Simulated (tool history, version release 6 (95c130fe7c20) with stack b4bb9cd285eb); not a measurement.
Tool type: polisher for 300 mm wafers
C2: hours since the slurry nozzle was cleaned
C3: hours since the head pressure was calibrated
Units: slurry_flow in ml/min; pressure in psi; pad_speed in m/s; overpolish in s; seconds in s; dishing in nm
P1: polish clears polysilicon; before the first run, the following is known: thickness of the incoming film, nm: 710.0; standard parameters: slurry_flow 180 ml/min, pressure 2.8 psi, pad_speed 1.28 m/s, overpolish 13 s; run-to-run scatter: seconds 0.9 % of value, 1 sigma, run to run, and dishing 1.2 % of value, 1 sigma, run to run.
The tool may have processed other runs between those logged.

run 1 hour=6.7 | slurry_flow=180 pressure=2.8 pad_speed=1.28 overpolish=13 | wafers_polished_on_this_pad=485 C2=191.1 C3=664.9 | seconds=36.702 dishing=61.506
run 2 hour=14.9 | slurry_flow=180 pressure=1.3 pad_speed=1.28 overpolish=13 | wafers_polished_on_this_pad=592 C2=199.3 C3=673.1 | seconds=77.863 dishing=52.874
run 3 hour=23.7 | slurry_flow=240 pressure=1.5 pad_speed=1.28 overpolish=13 | wafers_polished_on_this_pad=705 C2=208.1 C3=681.9 | seconds=65.526 dishing=56.07
run 4 hour=32.3 | slurry_flow=180 pressure=2.8 pad_speed=1.28 overpolish=22 | wafers_polished_on_this_pad=817 C2=216.7 C3=690.5 | seconds=36.365 dishing=61.362
-- hour=40 head pressure recalibrated
run 5 hour=41.3 | slurry_flow=135 pressure=2.8 pad_speed=1.28 overpolish=13 | wafers_polished_on_this_pad=933 C2=225.7 C3=1.4 | seconds=39.172 dishing=61.291
run 6 hour=47.8 | slurry_flow=180 pressure=2.8 pad_speed=1.28 overpolish=13 | wafers_polished_on_this_pad=1018 C2=232.2 C3=7.9 | seconds=36.529 dishing=60.591
run 7 hour=52.1 | slurry_flow=180 pressure=2.8 pad_speed=1.28 overpolish=4 | wafers_polished_on_this_pad=1073 C2=236.5 C3=12.2 | seconds=36.07 dishing=45.034
run 8 hour=61 | slurry_flow=180 pressure=2.8 pad_speed=0.72 overpolish=13 | wafers_polished_on_this_pad=1188 C2=245.4 C3=21.1 | seconds=65.703 dishing=55.635
run 9 hour=69 | slurry_flow=180 pressure=4.2 pad_speed=1.28 overpolish=13 | wafers_polished_on_this_pad=1292 C2=253.4 C3=29.1 | seconds=24.473 dishing=61.78
run 10 hour=74.4 | slurry_flow=180 pressure=2.8 pad_speed=1.28 overpolish=13 | wafers_polished_on_this_pad=1362 C2=258.8 C3=34.5 | seconds=36.414 dishing=60.493
run 11 hour=80.9 | slurry_flow=180 pressure=2.8 pad_speed=1.28 overpolish=13 | wafers_polished_on_this_pad=1446 C2=265.3 C3=41 | seconds=36.081 dishing=60.958
run 12 hour=87.1 | slurry_flow=180 pressure=2.8 pad_speed=1.28 overpolish=13 | wafers_polished_on_this_pad=1526 C2=271.5 C3=47.2 | seconds=37.253 dishing=62.341
-- hour=93.6 slurry nozzle cleaned
run 13 hour=95.5 | slurry_flow=285 pressure=2.8 pad_speed=1.28 overpolish=13 | wafers_polished_on_this_pad=1635 C2=2 C3=55.6 | seconds=34.414 dishing=61.426
run 14 hour=100.2 | slurry_flow=180 pressure=2.8 pad_speed=2 overpolish=13 | wafers_polished_on_this_pad=1696 C2=6.7 C3=60.3 | seconds=23.015 dishing=62.288
run 15 hour=106.5 | slurry_flow=180 pressure=2.8 pad_speed=1.28 overpolish=13 | wafers_polished_on_this_pad=1778 C2=13 C3=66.6 | seconds=36.21 dishing=61.025
run 16 hour=111.3 | slurry_flow=180 pressure=2.8 pad_speed=1.78 overpolish=21 | wafers_polished_on_this_pad=1840 C2=17.8 C3=71.4 | seconds=26.307 dishing=62.485
run 17 hour=117.6 | slurry_flow=180 pressure=2.8 pad_speed=1.28 overpolish=13 | wafers_polished_on_this_pad=1921 C2=24.1 C3=77.7 | seconds=36.713 dishing=62.087
run 18 hour=123.3 | slurry_flow=180 pressure=2.8 pad_speed=1.28 overpolish=13 | wafers_polished_on_this_pad=1995 C2=29.8 C3=83.4 | seconds=36.785 dishing=61.494
run 19 hour=130.5 | slurry_flow=180 pressure=2.8 pad_speed=1.28 overpolish=13 | wafers_polished_on_this_pad=2088 C2=37 C3=90.6 | seconds=37.502 dishing=59.663
run 20 hour=135.5 | slurry_flow=180 pressure=2.8 pad_speed=1.28 overpolish=13 | wafers_polished_on_this_pad=2153 C2=42 C3=95.6 | seconds=39.084 dishing=61.134
run 21 hour=143.6 | slurry_flow=180 pressure=2.8 pad_speed=1.28 overpolish=13 | wafers_polished_on_this_pad=2258 C2=50.1 C3=103.7 | seconds=39.362 dishing=59.378
run 22 hour=152.2 | slurry_flow=180 pressure=2.8 pad_speed=1.28 overpolish=13 | wafers_polished_on_this_pad=2369 C2=58.7 C3=112.3 | seconds=39.369 dishing=59.425
run 23 hour=156.2 | slurry_flow=180 pressure=2.8 pad_speed=1.28 overpolish=13 | wafers_polished_on_this_pad=2421 C2=62.7 C3=116.3 | seconds=39.461 dishing=61.328
run 24 hour=163.8 | slurry_flow=180 pressure=2.8 pad_speed=1.28 overpolish=13 | wafers_polished_on_this_pad=2520 C2=70.3 C3=123.9 | seconds=39.914 dishing=61.302
-- hour=164.5 head pressure recalibrated
run 25 hour=169.8 | slurry_flow=180 pressure=2.8 pad_speed=1.28 overpolish=13 | wafers_polished_on_this_pad=2597 C2=76.3 C3=5.4 | seconds=39.642 dishing=60.204

For run 26, what comes out?
run 26 hour=174.1 | slurry_flow=180 pressure=2.8 pad_speed=1.28 overpolish=13 | wafers_polished_on_this_pad=2653 C2=80.6 C3=9.7 | seconds=? dishing=?

Run 26 yielded seconds 39.601 s, dishing 60.344 nm.

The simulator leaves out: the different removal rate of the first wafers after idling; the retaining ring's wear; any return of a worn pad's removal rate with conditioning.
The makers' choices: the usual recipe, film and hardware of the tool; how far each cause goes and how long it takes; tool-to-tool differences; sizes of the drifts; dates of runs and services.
